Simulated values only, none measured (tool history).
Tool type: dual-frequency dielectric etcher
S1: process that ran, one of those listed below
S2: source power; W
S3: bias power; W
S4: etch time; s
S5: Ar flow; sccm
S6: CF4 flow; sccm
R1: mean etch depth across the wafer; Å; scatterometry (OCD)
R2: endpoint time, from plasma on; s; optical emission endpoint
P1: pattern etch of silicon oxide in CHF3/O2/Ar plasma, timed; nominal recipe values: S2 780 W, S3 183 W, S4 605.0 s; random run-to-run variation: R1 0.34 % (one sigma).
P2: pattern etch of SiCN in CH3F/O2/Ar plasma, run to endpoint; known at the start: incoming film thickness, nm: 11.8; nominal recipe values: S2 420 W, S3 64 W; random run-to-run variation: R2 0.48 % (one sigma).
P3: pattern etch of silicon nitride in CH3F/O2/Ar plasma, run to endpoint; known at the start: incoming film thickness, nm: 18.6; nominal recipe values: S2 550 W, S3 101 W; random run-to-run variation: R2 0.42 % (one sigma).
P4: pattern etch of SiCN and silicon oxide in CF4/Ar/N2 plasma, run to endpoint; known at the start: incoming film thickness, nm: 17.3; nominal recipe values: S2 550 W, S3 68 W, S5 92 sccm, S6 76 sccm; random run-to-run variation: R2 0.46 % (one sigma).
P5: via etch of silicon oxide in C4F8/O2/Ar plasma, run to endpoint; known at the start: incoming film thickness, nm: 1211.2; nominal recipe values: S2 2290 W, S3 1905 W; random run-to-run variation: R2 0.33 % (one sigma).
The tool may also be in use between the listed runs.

Run 1, day 0.238: S1 P1, S2 780 W, S3 183 W, S4 605.0 s. Result: R1 12994.0 Å.
Run 2, day 0.617: S1 P1, S2 780 W, S3 223 W, S4 476.5 s. Result: R1 10956.0 Å.
Run 3, day 1.050: S1 P3, S2 550 W, S3 101 W. Result: R2 21.154 s.
Run 4, day 1.283: S1 P1, S2 780 W, S3 183 W, S4 413.0 s. Result: R1 8876.2 Å.
Run 5, day 1.738: S1 P1, S2 780 W, S3 183 W, S4 605.0 s. Result: R1 13051.0 Å.
Run 6, day 1.971: S1 P4, S2 550 W, S3 68 W, S5 92 sccm, S6 106 sccm. Result: R2 16.003 s.
Run 7, day 2.350: S1 P1, S2 780 W, S3 107 W, S4 605.0 s. Result: R1 10981.0 Å.
Run 8, day 2.812: S1 P1, S2 550 W, S3 133 W, S4 605.0 s. Result: R1 10283.0 Å.
Run 9, day 3.271: S1 P5, S2 2290 W, S3 1905 W. Result: R2 234.870 s.
Run 10, day 3.625: S1 P4, S2 550 W, S3 68 W, S5 92 sccm, S6 76 sccm. Result: R2 16.911 s.
Run 11, day 3.925: S1 P4, S2 550 W, S3 41 W, S5 92 sccm, S6 76 sccm. Result: R2 19.580 s.
Run 12, day 4.154: S1 P1, S2 780 W, S3 183 W, S4 605.0 s. Result: R1 13035.0 Å.
Run 13, day 4.579: S1 P4, S2 550 W, S3 68 W, S5 127 sccm, S6 76 sccm. Result: R2 17.795 s.
Run 14, day 4.933: S1 P2, S2 420 W, S3 64 W. Result: R2 32.386 s.
Run 15, day 5.388: S1 P5, S2 3210 W, S3 1905 W. Result: R2 205.340 s.
Run 16, day 5.704: S1 P1, S2 780 W, S3 248 W, S4 605.0 s. Result: R1 14501.0 Å.
Run 17, day 5.992: S1 P1, S2 780 W, S3 119 W, S4 785.0 s. Result: R1 14785.0 Å.
Run 18, day 6.483: S1 P3, S2 550 W, S3 101 W. Result: R2 21.221 s.
Run 19, day 6.721: S1 P2, S2 580 W, S3 64 W. Result: R2 28.501 s.
Run 20, day 7.088: S1 P1, S2 780 W, S3 183 W, S4 855.5 s. Result: R1 18374.0 Å.
Run 21, day 7.304: S1 P2, S2 420 W, S3 43 W. Result: R2 36.430 s.
Run 22, day 7.738: S1 P1, S2 610 W, S3 183 W, S4 605.0 s. Result: R1 11897.0 Å.
Run 23, day 8.167: S1 P3, S2 550 W, S3 65 W. Result: R2 24.708 s.
At day 8.396: source power generator calibrated.
Run 24, day 8.625: S1 P1, S2 780 W, S3 183 W, S4 605.0 s. Result: R1 13043.0 Å.
Run 25, day 8.925: S1 P1, S2 780 W, S3 183 W, S4 605.0 s. Result: R1 12997.0 Å.
Run 26, day 9.292: S1 P4, S2 340 W, S3 68 W, S5 92 sccm, S6 76 sccm. Result: R2 25.753 s.
Run 27, day 9.658: S1 P3, S2 330 W, S3 101 W. Result: R2 25.782 s.
Run 28, day 9.917: S1 P5, S2 2290 W, S3 1353 W. Result: R2 257.140 s.
Run 29, day 10.333: S1 P1, S2 1100 W, S3 183 W, S4 605.0 s. Result: R1 14880.0 Å.
Run 30, day 10.554: S1 P1, S2 780 W, S3 183 W, S4 605.0 s. Result: R1 13088.0 Å.

What will run 31 give?
Run 31, day 10.933: S1 P1, S2 780 W, S3 183 W, S4 605.0 s. Result: R1 ?.

{"run 31": {"R1": 12913.0}}

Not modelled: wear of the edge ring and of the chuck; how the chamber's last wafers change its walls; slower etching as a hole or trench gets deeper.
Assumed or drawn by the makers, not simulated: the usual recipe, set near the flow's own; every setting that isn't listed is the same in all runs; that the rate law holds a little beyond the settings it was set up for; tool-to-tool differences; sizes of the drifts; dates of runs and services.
